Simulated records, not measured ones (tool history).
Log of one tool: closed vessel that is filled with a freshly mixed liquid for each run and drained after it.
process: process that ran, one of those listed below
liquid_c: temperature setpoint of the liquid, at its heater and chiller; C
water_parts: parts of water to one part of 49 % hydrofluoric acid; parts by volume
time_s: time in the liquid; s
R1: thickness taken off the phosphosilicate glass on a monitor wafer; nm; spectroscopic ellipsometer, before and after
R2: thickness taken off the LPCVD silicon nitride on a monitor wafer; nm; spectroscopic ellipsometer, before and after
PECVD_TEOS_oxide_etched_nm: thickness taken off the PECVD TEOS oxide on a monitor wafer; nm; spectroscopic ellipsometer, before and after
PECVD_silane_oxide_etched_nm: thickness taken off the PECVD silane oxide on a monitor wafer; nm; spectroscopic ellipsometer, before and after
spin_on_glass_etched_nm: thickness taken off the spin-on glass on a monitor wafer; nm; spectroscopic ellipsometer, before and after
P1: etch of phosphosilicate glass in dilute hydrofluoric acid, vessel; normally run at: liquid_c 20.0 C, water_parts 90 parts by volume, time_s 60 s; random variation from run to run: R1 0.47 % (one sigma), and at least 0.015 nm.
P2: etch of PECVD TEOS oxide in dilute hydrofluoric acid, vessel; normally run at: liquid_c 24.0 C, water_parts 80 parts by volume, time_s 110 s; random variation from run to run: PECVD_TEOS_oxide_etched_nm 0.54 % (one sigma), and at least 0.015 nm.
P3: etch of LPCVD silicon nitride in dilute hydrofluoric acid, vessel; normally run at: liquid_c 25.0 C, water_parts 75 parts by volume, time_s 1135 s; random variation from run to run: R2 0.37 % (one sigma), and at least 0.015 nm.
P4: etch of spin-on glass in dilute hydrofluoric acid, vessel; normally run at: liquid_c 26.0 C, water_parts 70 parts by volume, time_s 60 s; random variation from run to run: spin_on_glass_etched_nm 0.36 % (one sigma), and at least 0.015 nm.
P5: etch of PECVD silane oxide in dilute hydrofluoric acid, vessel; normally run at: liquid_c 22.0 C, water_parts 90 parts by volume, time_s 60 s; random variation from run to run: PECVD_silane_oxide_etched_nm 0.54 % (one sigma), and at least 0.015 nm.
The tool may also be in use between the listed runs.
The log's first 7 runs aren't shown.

{"run": 8, "hour": 40.2, "process": "P3", "liquid_c": 25.0, "water_parts": 75, "time_s": 1910, "R2": 14.365}
{"run": 9, "hour": 43.8, "process": "P2", "liquid_c": 20.0, "water_parts": 80, "time_s": 110, "PECVD_TEOS_oxide_etched_nm": 16.878}
{"run": 10, "hour": 49.7, "process": "P1", "liquid_c": 20.0, "water_parts": 90, "time_s": 60, "R1": 115.55}
{"run": 11, "hour": 53.9, "process": "P5", "liquid_c": 22.0, "water_parts": 90, "time_s": 105, "PECVD_silane_oxide_etched_nm": 23.476}
{"run": 12, "hour": 61.0, "process": "P1", "liquid_c": 20.0, "water_parts": 140, "time_s": 60, "R1": 70.388}
{"run": 13, "hour": 65.0, "process": "P5", "liquid_c": 22.0, "water_parts": 30, "time_s": 60, "PECVD_silane_oxide_etched_nm": 43.065}
{"run": 14, "hour": 70.6, "process": "P1", "liquid_c": 17.0, "water_parts": 90, "time_s": 30, "R1": 51.264}
{"run": 15, "hour": 76.5, "process": "P4", "liquid_c": 18.5, "water_parts": 70, "time_s": 60, "spin_on_glass_etched_nm": 36.245}
{"run": 16, "hour": 83.3, "process": "P4", "liquid_c": 26.0, "water_parts": 70, "time_s": 105, "spin_on_glass_etched_nm": 86.473}
{"run": 17, "hour": 87.1, "process": "P1", "liquid_c": 20.0, "water_parts": 90, "time_s": 60, "R1": 115.92}
{"run": 18, "hour": 91.6, "process": "P1", "liquid_c": 20.0, "water_parts": 40, "time_s": 60, "R1": 277.25}
{"run": 19, "hour": 97.8, "process": "P4", "liquid_c": 26.0, "water_parts": 70, "time_s": 60, "spin_on_glass_etched_nm": 49.092}
{"run": 20, "hour": 101.0, "process": "P3", "liquid_c": 20.5, "water_parts": 75, "time_s": 1135, "R2": 6.3155}
{"run": 21, "hour": 105.2, "process": "P1", "liquid_c": 24.5, "water_parts": 55, "time_s": 60, "R1": 235.64}
{"run": 22, "hour": 110.5, "process": "P4", "liquid_c": 26.0, "water_parts": 40, "time_s": 60, "spin_on_glass_etched_nm": 89.95}
{"run": 23, "hour": 115.9, "process": "P2", "liquid_c": 24.0, "water_parts": 80, "time_s": 205, "PECVD_TEOS_oxide_etched_nm": 37.564}
{"run": 24, "hour": 122.7, "process": "P1", "liquid_c": 20.0, "water_parts": 90, "time_s": 60, "R1": 115.74}
{"run": 25, "hour": 127.2, "process": "P3", "liquid_c": 25.0, "water_parts": 20, "time_s": 1135, "R2": 30.748}
{"run": 26, "hour": 132.4, "process": "P5", "liquid_c": 22.0, "water_parts": 90, "time_s": 60, "PECVD_silane_oxide_etched_nm": 13.137}
{"run": 27, "hour": 139.0, "process": "P2", "liquid_c": 24.0, "water_parts": 125, "time_s": 110, "PECVD_TEOS_oxide_etched_nm": 12.106}
{"run": 28, "hour": 143.3, "process": "P1", "liquid_c": 20.0, "water_parts": 90, "time_s": 30, "R1": 58.09}
{"run": 29, "hour": 148.1, "process": "P5", "liquid_c": 28.5, "water_parts": 90, "time_s": 60, "PECVD_silane_oxide_etched_nm": 17.314}

Forecast run 30:
{"run": 30, "hour": 153.3, "process": "P1", "liquid_c": 20.0, "water_parts": 90, "time_s": 60, "R1": "?"}

R1: 115.120 nm

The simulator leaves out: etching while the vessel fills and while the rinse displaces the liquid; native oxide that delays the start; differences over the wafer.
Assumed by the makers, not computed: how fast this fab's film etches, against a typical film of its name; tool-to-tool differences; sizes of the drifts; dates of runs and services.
